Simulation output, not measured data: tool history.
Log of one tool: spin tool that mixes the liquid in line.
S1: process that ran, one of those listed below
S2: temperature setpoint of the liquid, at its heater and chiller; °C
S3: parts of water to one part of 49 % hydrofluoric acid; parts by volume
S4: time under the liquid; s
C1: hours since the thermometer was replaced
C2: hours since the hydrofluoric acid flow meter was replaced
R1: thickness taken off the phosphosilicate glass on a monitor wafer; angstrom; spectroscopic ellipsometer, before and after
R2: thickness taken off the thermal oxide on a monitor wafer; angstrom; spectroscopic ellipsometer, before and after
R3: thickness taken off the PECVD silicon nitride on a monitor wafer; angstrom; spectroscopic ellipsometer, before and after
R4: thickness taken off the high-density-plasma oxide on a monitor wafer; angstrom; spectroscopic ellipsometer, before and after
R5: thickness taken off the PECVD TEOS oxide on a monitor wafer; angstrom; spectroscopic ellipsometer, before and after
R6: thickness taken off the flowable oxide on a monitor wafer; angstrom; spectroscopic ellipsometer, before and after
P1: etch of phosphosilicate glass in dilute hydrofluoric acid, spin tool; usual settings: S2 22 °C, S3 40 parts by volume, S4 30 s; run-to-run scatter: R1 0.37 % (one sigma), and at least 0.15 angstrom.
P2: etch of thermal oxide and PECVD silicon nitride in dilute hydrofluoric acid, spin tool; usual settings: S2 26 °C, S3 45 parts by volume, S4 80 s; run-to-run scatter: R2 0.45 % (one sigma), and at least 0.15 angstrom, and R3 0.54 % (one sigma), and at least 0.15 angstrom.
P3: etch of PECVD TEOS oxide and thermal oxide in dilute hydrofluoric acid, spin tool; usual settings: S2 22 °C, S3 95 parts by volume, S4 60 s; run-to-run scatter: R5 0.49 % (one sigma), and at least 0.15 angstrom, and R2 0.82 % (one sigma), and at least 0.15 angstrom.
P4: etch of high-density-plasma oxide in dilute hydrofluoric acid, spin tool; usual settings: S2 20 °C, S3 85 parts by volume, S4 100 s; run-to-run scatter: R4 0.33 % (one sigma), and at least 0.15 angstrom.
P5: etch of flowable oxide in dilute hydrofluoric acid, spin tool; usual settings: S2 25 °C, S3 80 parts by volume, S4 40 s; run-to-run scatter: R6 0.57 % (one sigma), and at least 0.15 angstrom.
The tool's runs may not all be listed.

run,hour,S1,S2,S3,S4,C1,C2,R1,R2,R3,R4,R5,R6
1,6.8,P1,22,40,30,1914.7,613.7,1135.9,,,,,
2,20.5,P2,26,45,155,1928.4,627.4,,196.71,149.23,,,
3,33.2,P4,20,35,100,1941.1,640.1,,,,238.48,,
4,45,P3,22,95,15,1952.9,651.9,,6.4693,,,12.511,
5,55.1,P4,20,85,20,1963,662,,,,18.353,,
6,64.3,P1,22,40,60,1972.2,671.2,2291.4,,,,,
7,78.2,P3,22,95,60,1986.1,685.1,,26.215,,,50.626,
8,93.6,P5,20,80,40,2001.5,700.5,,,,,,105.6
9,105.6,P1,22,60,50,2013.5,712.5,1232.4,,,,,
10,119.3,P1,22,40,30,2027.2,726.2,1136,,,,,
11,133.5,P1,22,60,60,2041.4,740.4,1485.7,,,,,
12,144.1,P4,20,85,100,2052,751,,,,92.618,,
13,156.3,P1,22,55,60,2064.2,763.2,1623.3,,,,,
14,163.9,P2,26,45,80,2071.8,770.8,,101.81,75.985,,,
15,175.1,P4,20,85,100,2083,782,,,,92.47,,
16,188.3,P2,26,45,80,2096.2,795.2,,101.97,76.276,,,
17,202.4,P5,25,30,40,2110.3,809.3,,,,,,369.31
18,213.3,P1,22,40,30,2121.2,820.2,1138,,,,,
19,226.4,P5,25,80,40,2134.3,833.3,,,,,,128.72
20,237,P1,22,40,30,2144.9,843.9,1145.2,,,,,
21,249,P2,26,70,80,2156.9,855.9,,62.714,49.306,,,
22,263.2,P3,22,155,60,2171.1,870.1,,14.908,,,28.846,
23,275.7,P1,22,40,15,2183.6,882.6,569.61,,,,,
24,290.3,P3,18,95,60,2198.2,897.2,,22.476,,,42.447,
25,305.7,P1,22,65,30,2213.6,912.6,675.41,,,,,
26,316.1,P1,30,40,30,2224,923,1573.1,,,,,
27,324.5,P2,18.5,45,80,2232.4,931.4,,73.926,45.525,,,
28,333.3,P5,25,80,20,2241.2,940.2,,,,,,64.521
29,345.5,P4,25,85,100,2253.4,952.4,,,,113.61,,
30,353,P1,18,40,30,2260.9,959.9,961.27,,,,,
31,361.4,P5,25,80,40,2269.3,968.3,,,,,,129.92
32,370.1,P1,22,20,30,2278,977,2314.1,,,,,
33,382.5,P1,22,40,30,2290.4,989.4,1131.9,,,,,
34,389.6,P1,22,40,30,2297.5,996.5,1111.9,,,,,
35,404.2,P1,22,40,30,2312.1,1011.1,1088.8,,,,,
36,414.8,P1,22,40,30,2322.7,1021.7,1077.7,,,,,
37,423.2,P1,22,40,30,2331.1,1030.1,1072,,,,,
38,437.9,P1,22,40,30,2345.8,1044.8,1062.4,,,,,
39,445.3,P1,22,40,30,2353.2,1052.2,1061.9,,,,,
40,460.7,P1,22,40,30,2368.6,1067.6,1070.2,,,,,

What P1 gives has crept away from where it was. These 2 causes fit the log equally well, each at the size given:
A: liquid colder than its thermometer reads (K) = 1.65
B: hydrofluoric acid flow below the setpoint (%) = 6.4
The creep began at about hour 382.5.

4 check runs are offered, one wafer each, their results left as question marks. Which one tells the causes apart?
check 1,476.1,P3,22,95,60,,,,?,,,?,
check 2,476.1,P2,26,45,80,,,,?,?,,,
check 3,476.1,P4,20,85,100,,,,,,?,,
check 4,476.1,P5,25,80,40,,,,,,,,?

What each check would give under each cause:
check,result,if A,if B
check 1,R2,24.375,24.216
check 1,R5,47.14,46.833
check 2,R2,94.809,94.529
check 2,R3,68.386,71.582
check 3,R4,86.506,86.178
check 4,R6,120.91,120.07
How far apart the two closest causes lie, in the result that separates them most: check 1 0.65 %; check 2 4.57 %; check 3 0.38 %; check 4 0.7 %
Check 2 tells the causes apart: in the others they would give nearly the same result.

Then check 2 was run and gave: R2 94.754 angstrom; R3 69.123 angstrom. Which cause is it?

It is A: liquid colder than its thermometer reads (K).

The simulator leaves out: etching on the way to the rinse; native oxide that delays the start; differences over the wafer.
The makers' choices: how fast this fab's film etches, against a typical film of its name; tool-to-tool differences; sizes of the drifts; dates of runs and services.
